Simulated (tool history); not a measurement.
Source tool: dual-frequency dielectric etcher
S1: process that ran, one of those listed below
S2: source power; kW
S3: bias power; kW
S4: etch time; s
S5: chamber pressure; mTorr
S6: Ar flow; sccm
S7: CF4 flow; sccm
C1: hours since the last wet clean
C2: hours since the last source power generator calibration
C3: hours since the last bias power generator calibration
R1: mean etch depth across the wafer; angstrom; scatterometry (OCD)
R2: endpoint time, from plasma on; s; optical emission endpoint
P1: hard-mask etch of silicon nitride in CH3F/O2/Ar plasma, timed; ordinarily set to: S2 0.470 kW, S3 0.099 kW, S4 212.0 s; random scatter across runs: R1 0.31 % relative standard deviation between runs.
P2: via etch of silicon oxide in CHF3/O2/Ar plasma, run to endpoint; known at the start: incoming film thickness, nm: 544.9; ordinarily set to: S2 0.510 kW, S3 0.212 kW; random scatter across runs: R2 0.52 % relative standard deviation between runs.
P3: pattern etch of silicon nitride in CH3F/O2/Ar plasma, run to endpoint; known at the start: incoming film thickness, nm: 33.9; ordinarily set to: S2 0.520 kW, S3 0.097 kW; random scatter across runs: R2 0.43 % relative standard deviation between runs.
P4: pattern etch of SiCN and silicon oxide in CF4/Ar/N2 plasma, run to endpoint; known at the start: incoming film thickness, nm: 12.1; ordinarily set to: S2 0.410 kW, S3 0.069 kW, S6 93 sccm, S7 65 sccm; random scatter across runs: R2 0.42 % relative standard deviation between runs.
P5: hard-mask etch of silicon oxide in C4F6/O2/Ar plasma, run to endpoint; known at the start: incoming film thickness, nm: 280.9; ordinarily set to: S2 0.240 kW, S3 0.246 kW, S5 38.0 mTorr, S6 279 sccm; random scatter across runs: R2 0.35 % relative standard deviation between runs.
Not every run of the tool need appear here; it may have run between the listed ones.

{"run": 1, "day": 0.246, "S1": "P1", "S2": 0.47, "S3": 0.099, "S4": 212.0, "C1": 179.4, "C2": 1312.4, "C3": 1064.3, "R1": 1762.3}
{"run": 2, "day": 0.517, "S1": "P2", "S2": 0.51, "S3": 0.212, "C1": 185.9, "C2": 1318.9, "C3": 1070.8, "R2": 272.99}
{"run": 3, "day": 0.662, "S1": "P1", "S2": 0.47, "S3": 0.099, "S4": 116.5, "C1": 189.4, "C2": 1322.4, "C3": 1074.3, "R1": 964.06}
{"run": 4, "day": 0.896, "S1": "P5", "S2": 0.24, "S3": 0.246, "S5": 38.0, "S6": 346, "C1": 195.0, "C2": 1328.0, "C3": 1079.9, "R2": 103.17}
{"day": 1.025, "done": "bias power generator calibrated"}
{"run": 5, "day": 1.125, "S1": "P1", "S2": 0.47, "S3": 0.099, "S4": 212.0, "C1": 200.5, "C2": 1333.5, "C3": 2.5, "R1": 1758.3}
{"run": 6, "day": 1.358, "S1": "P1", "S2": 0.28, "S3": 0.099, "S4": 212.0, "C1": 206.1, "C2": 1339.1, "C3": 8.1, "R1": 1442.4}
{"run": 7, "day": 1.662, "S1": "P4", "S2": 0.41, "S3": 0.069, "S6": 93, "S7": 46, "C1": 213.4, "C2": 1346.4, "C3": 15.4, "R2": 16.726}
{"run": 8, "day": 1.904, "S1": "P4", "S2": 0.41, "S3": 0.069, "S6": 93, "S7": 65, "C1": 219.2, "C2": 1352.2, "C3": 21.2, "R2": 15.865}
{"run": 9, "day": 2.138, "S1": "P1", "S2": 0.47, "S3": 0.099, "S4": 299.5, "C1": 224.8, "C2": 1357.8, "C3": 26.8, "R1": 2469.2}
{"day": 2.242, "done": "wet clean of the chamber"}
{"run": 10, "day": 2.421, "S1": "P2", "S2": 0.51, "S3": 0.273, "C1": 4.4, "C2": 1364.6, "C3": 33.6, "R2": 248.25}
{"run": 11, "day": 2.721, "S1": "P3", "S2": 0.52, "S3": 0.097, "C1": 11.6, "C2": 1371.8, "C3": 40.8, "R2": 38.933}
{"run": 12, "day": 3.012, "S1": "P4", "S2": 0.41, "S3": 0.095, "S6": 93, "S7": 65, "C1": 18.6, "C2": 1378.8, "C3": 47.8, "R2": 14.156}
{"run": 13, "day": 3.229, "S1": "P1", "S2": 0.31, "S3": 0.134, "S4": 212.0, "C1": 23.8, "C2": 1384.0, "C3": 53.0, "R1": 1685.3}
{"run": 14, "day": 3.471, "S1": "P1", "S2": 0.65, "S3": 0.099, "S4": 212.0, "C1": 29.6, "C2": 1389.8, "C3": 58.8, "R1": 1973.2}
{"run": 15, "day": 3.729, "S1": "P3", "S2": 0.52, "S3": 0.127, "C1": 35.8, "C2": 1396.0, "C3": 65.0, "R2": 35.581}
{"run": 16, "day": 4.017, "S1": "P3", "S2": 0.66, "S3": 0.097, "C1": 42.7, "C2": 1402.9, "C3": 71.9, "R2": 35.801}
{"run": 17, "day": 4.188, "S1": "P1", "S2": 0.47, "S3": 0.058, "S4": 212.0, "C1": 46.8, "C2": 1407.0, "C3": 76.0, "R1": 1454.7}
{"run": 18, "day": 4.462, "S1": "P5", "S2": 0.16, "S3": 0.246, "S5": 38.0, "S6": 279, "C1": 53.4, "C2": 1413.6, "C3": 82.6, "R2": 117.56}
{"run": 19, "day": 4.633, "S1": "P4", "S2": 0.41, "S3": 0.069, "S6": 64, "S7": 65, "C1": 57.5, "C2": 1417.7, "C3": 86.7, "R2": 14.975}
{"run": 20, "day": 4.821, "S1": "P3", "S2": 0.52, "S3": 0.097, "C1": 62.0, "C2": 1422.2, "C3": 91.2, "R2": 39.012}
{"run": 21, "day": 5.083, "S1": "P4", "S2": 0.56, "S3": 0.069, "S6": 93, "S7": 65, "C1": 68.3, "C2": 1428.5, "C3": 97.5, "R2": 12.046}
{"run": 22, "day": 5.254, "S1": "P2", "S2": 0.39, "S3": 0.212, "C1": 72.4, "C2": 1432.6, "C3": 101.6, "R2": 302.35}
{"run": 23, "day": 5.404, "S1": "P1", "S2": 0.47, "S3": 0.099, "S4": 212.0, "C1": 76.0, "C2": 1436.2, "C3": 105.2, "R1": 1742.9}
{"run": 24, "day": 5.712, "S1": "P2", "S2": 0.51, "S3": 0.212, "C1": 83.4, "C2": 1443.6, "C3": 112.6, "R2": 270.78}
{"run": 25, "day": 5.904, "S1": "P1", "S2": 0.36, "S3": 0.132, "S4": 212.0, "C1": 88.0, "C2": 1448.2, "C3": 117.2, "R1": 1775.3}
{"run": 26, "day": 6.046, "S1": "P5", "S2": 0.24, "S3": 0.188, "S5": 38.0, "S6": 279, "C1": 91.4, "C2": 1451.6, "C3": 120.6, "R2": 109.62}
{"run": 27, "day": 6.267, "S1": "P5", "S2": 0.24, "S3": 0.246, "S5": 27.5, "S6": 279, "C1": 96.7, "C2": 1456.9, "C3": 125.9, "R2": 96.52}
{"run": 28, "day": 6.421, "S1": "P5", "S2": 0.24, "S3": 0.246, "S5": 38.0, "S6": 279, "C1": 100.4, "C2": 1460.6, "C3": 129.6, "R2": 100.07}
{"run": 29, "day": 6.667, "S1": "P1", "S2": 0.47, "S3": 0.099, "S4": 212.0, "C1": 106.3, "C2": 1466.5, "C3": 135.5, "R1": 1753.3}
{"run": 30, "day": 6.808, "S1": "P1", "S2": 0.47, "S3": 0.136, "S4": 212.0, "C1": 109.7, "C2": 1469.9, "C3": 138.9, "R1": 1972.2}
{"run": 31, "day": 6.967, "S1": "P1", "S2": 0.47, "S3": 0.099, "S4": 212.0, "C1": 113.5, "C2": 1473.7, "C3": 142.7, "R1": 1762.8}
{"run": 32, "day": 7.25, "S1": "P1", "S2": 0.47, "S3": 0.099, "S4": 212.0, "C1": 120.3, "C2": 1480.5, "C3": 149.5, "R1": 1761.6}
{"run": 33, "day": 7.429, "S1": "P1", "S2": 0.47, "S3": 0.099, "S4": 212.0, "C1": 124.6, "C2": 1484.8, "C3": 153.8, "R1": 1768.4}
{"run": 34, "day": 7.712, "S1": "P1", "S2": 0.47, "S3": 0.099, "S4": 212.0, "C1": 131.4, "C2": 1491.6, "C3": 160.6, "R1": 1777.0}
{"run": 35, "day": 8.033, "S1": "P1", "S2": 0.47, "S3": 0.099, "S4": 212.0, "C1": 139.1, "C2": 1499.3, "C3": 168.3, "R1": 1776.9}
{"day": 8.238, "done": "wet clean of the chamber"}
{"run": 36, "day": 8.25, "S1": "P1", "S2": 0.47, "S3": 0.099, "S4": 212.0, "C1": 0.3, "C2": 1504.5, "C3": 173.5, "R1": 1783.8}
{"run": 37, "day": 8.471, "S1": "P1", "S2": 0.47, "S3": 0.099, "S4": 212.0, "C1": 5.6, "C2": 1509.8, "C3": 178.8, "R1": 1783.7}
{"run": 38, "day": 8.712, "S1": "P1", "S2": 0.47, "S3": 0.099, "S4": 212.0, "C1": 11.4, "C2": 1515.6, "C3": 184.6, "R1": 1768.6}
{"run": 39, "day": 8.912, "S1": "P1", "S2": 0.47, "S3": 0.099, "S4": 212.0, "C1": 16.2, "C2": 1520.4, "C3": 189.4, "R1": 1775.7}
{"run": 40, "day": 9.075, "S1": "P1", "S2": 0.47, "S3": 0.099, "S4": 212.0, "C1": 20.1, "C2": 1524.3, "C3": 193.3, "R1": 1780.7}
{"run": 41, "day": 9.262, "S1": "P1", "S2": 0.47, "S3": 0.099, "S4": 212.0, "C1": 24.6, "C2": 1528.8, "C3": 197.8, "R1": 1789.7}
{"run": 42, "day": 9.421, "S1": "P1", "S2": 0.47, "S3": 0.099, "S4": 212.0, "C1": 28.4, "C2": 1532.6, "C3": 201.6, "R1": 1783.1}

What P1 gives has crept off from where it sat before. The 2 causes that follow fit the log equally well, each at the size noted:
A: source power that arrives over what is set, % = 4.45
B: bias power that arrives over what is set, % = 4.56
The gradual shift began around day 6.967.
Excluded causes, each with its reason:
chamber walls in a state that raises the etch rate, %: serviced at day 8.238, after the drift had started, without restoring the earlier output

The list below offers 4 check runs, each averaging the results of 2 wafers, and shows each result as a question mark. For which of them would the listed causes give clearly different results?
{"run": "check 1", "day": 9.579, "S1": "P3", "S2": 0.52, "S3": 0.097, "R2": "?"}
{"run": "check 2", "day": 9.579, "S1": "P5", "S2": 0.24, "S3": 0.246, "S5": 38.0, "S6": 279, "R2": "?"}
{"run": "check 3", "day": 9.579, "S1": "P4", "S2": 0.41, "S3": 0.069, "S6": 93, "S7": 65, "R2": "?"}
{"run": "check 4", "day": 9.579, "S1": "P2", "S2": 0.51, "S3": 0.212, "R2": "?"}

How each check would come out, cause by cause:
check=check_1 result=R2 if_A=38.460 if_B=38.471
check=check_2 result=R2 if_A=98.636 if_B=98.728
check=check_3 result=R2 if_A=15.275 if_B=15.635
check=check_4 result=R2 if_A=266.830 if_B=267.030
Per-check spread between the two closest causes, in the result where they differ most: check 1 0.03 %; check 2 0.09 %; check 3 2.33 %; check 4 0.08 %
Of the check runs offered, only check 3 discriminates between the causes; the rest would read about the same regardless of which cause applies.

With check 3 done, the readings were: R2 15.190 s. Identify which of the listed causes applies.

Of the candidate causes, it is A: source power that arrives over what is set, %.
